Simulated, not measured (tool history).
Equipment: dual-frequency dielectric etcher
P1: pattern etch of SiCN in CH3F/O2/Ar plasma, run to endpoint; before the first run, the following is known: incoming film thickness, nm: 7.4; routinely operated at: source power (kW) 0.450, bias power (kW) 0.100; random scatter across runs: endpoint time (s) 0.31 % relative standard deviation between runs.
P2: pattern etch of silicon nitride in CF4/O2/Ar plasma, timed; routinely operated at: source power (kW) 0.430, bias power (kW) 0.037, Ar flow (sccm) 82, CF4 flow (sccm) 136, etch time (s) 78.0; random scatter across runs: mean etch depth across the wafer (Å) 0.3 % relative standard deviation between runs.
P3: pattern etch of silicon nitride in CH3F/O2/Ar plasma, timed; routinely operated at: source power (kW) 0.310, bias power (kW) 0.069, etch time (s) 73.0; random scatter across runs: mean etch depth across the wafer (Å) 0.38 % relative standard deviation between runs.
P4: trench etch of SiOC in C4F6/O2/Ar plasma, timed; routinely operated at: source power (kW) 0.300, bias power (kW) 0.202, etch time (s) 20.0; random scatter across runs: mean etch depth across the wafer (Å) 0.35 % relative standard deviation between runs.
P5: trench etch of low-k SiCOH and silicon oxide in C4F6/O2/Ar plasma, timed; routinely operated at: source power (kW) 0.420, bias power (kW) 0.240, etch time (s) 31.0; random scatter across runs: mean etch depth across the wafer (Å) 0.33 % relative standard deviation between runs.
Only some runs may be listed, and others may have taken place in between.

run	hour	process that ran	source power (kW)	bias power (kW)	etch time (s)	Ar flow (sccm)	CF4 flow (sccm)	hours since the last wet clean	hours since the last source power generator calibration	hours since the last bias power generator calibration	endpoint time (s)	mean etch depth across the wafer (Å)
1	12.6	P1	0.450	0.100				106.1	782.1	2299.9	17.322	
2	22.6	P1	0.450	0.100				116.1	792.1	2309.9	17.456	
3	31.8	P3	0.310	0.069	73.0			125.3	801.3	2319.1		452.42
4	48.7	P1	0.570	0.100				142.2	818.2	2336.0	15.943	
5	64.9	P2	0.430	0.037	98.5	82	136	158.4	834.4	2352.2		1601.10
6	81.6	P5	0.420	0.332	31.0			175.1	851.1	2368.9		1195.30
7	92.5	P2	0.430	0.037	78.0	82	189	186.0	862.0	2379.8		1312.00
8	103.5	P1	0.450	0.138				197.0	873.0	2390.8	15.325	
9	118.0	P5	0.570	0.240	31.0			211.5	887.5	2405.3		1204.50
10	126.7	P2	0.430	0.037	78.0	82	136	220.2	896.2	2414.0		1263.20
11	139.1	P1	0.450	0.080				232.6	908.6	2426.4	18.833	
12	152.2	P3	0.420	0.069	73.0			245.7	921.7	2439.5		511.99
13	166.4	P2	0.250	0.037	78.0	82	136	259.9	935.9	2453.7		785.09
14	178.9	P1	0.450	0.100				272.4	948.4	2466.2	17.347	
15	193.1	P2	0.430	0.037	78.0	82	136	286.6	962.6	2480.4		1271.10
16	205.9	P2	0.430	0.047	78.0	82	136	299.4	975.4	2493.2		1385.70
17	214.9	P1	0.580	0.064				308.4	984.4	2502.2	18.502	
18	226.9	P3	0.310	0.086	73.0			320.4	996.4	2514.2		487.65
19	243.2	P4	0.300	0.202	12.5			336.7	1012.7	2530.5		247.12
20	258.1	P1	0.340	0.100				351.6	1027.6	2545.4	19.178	
21	274.4	P1	0.450	0.100				367.9	1043.9	2561.7	17.425	
22	284.5	P2	0.430	0.037	78.0	51	136	378.0	1054.0	2571.8		1321.90
23	301.5	P4	0.300	0.202	20.0			395.0	1071.0	2588.8		394.64
24	317.0	P5	0.420	0.240	23.0			410.5	1086.5	2604.3		792.34
25	327.8	P1	0.450	0.100				421.3	1097.3	2615.1	17.368	
26	341.6	P4	0.220	0.202	20.0			435.1	1111.1	2628.9		348.24
27	353.3	P3	0.310	0.069	44.5			446.8	1122.8	2640.6		274.00
28	361.2	P1	0.450	0.100				454.7	1130.7	2648.5	17.315	
29	374.3	P4	0.300	0.202	20.0			467.8	1143.8	2661.6		394.49
30	386.8	P5	0.420	0.240	31.0			480.3	1156.3	2674.1		1072.30
31	402.9	P3	0.310	0.069	73.0			496.4	1172.4	2690.2		453.97
32	413.0	P4	0.300	0.253	20.0			506.5	1182.5	2700.3		424.90
33	424.5	P1	0.450	0.100				518.0	1194.0	2711.8	17.480	
34	432.1	P1	0.450	0.100				525.6	1201.6	2719.4	17.289	
35	448.9	P1	0.450	0.100				542.4	1218.4	2736.2	17.287	
36	461.8	P1	0.450	0.100				555.3	1231.3	2749.1	17.228	
37	474.7	P1	0.450	0.100				568.2	1244.2	2762.0	17.177	
38	490.1	P1	0.450	0.100				583.6	1259.6	2777.4	17.155	
# hour 494.9: wet clean of the chamber
39	498.5	P1	0.450	0.100				3.6	1268.0	2785.8	17.131	
40	516.2	P1	0.450	0.100				21.3	1285.7	2803.5	17.070	
41	529.8	P1	0.450	0.100				34.9	1299.3	2817.1	17.114	
42	540.2	P1	0.450	0.100				45.3	1309.7	2827.5	17.011	
43	551.2	P1	0.450	0.100				56.3	1320.7	2838.5	17.098	

What P1 gives has crept off from where it sat before. The 2 causes that follow fit the log equally well, each at the size noted:
A: bias power that arrives over what is set, % = 4.15
B: source power that arrives over what is set, % = 4.22
The drift started at roughly hour 424.5.
Excluded causes, each with its reason:
chamber walls in a state that raises the etch rate, %: serviced at hour 494.9, which brought nothing back

Which of the 4 check runs listed below separates the causes, so that each cause would produce a clearly different result? Each run uses one wafer, and its results are marked with question marks.
check 1	562.2	P5	0.560	0.288	31.0							?
check 2	562.2	P2	0.320	0.037	78.0	82	182					?
check 3	562.2	P3	0.310	0.080	73.0							?
check 4	562.2	P4	0.300	0.202	14.5							?

Expected result of each check under each candidate cause:
check	result	if A	if B
check 1	mean etch depth across the wafer (Å)	1289.00	1291.60
check 2	mean etch depth across the wafer (Å)	1018.90	1042.70
check 3	mean etch depth across the wafer (Å)	483.49	483.93
check 4	mean etch depth across the wafer (Å)	289.34	290.03
How far apart the two closest causes lie, in the result that separates them most: check 1 0.19 %; check 2 2.3 %; check 3 0.09 %; check 4 0.24 %
Only check 2 tells the causes apart: in the others they would give nearly the same result.

The results of check 2 are: mean etch depth across the wafer (Å) 1044.60. Based on these, which of the listed causes is it?

It is B: source power that arrives over what is set, %.
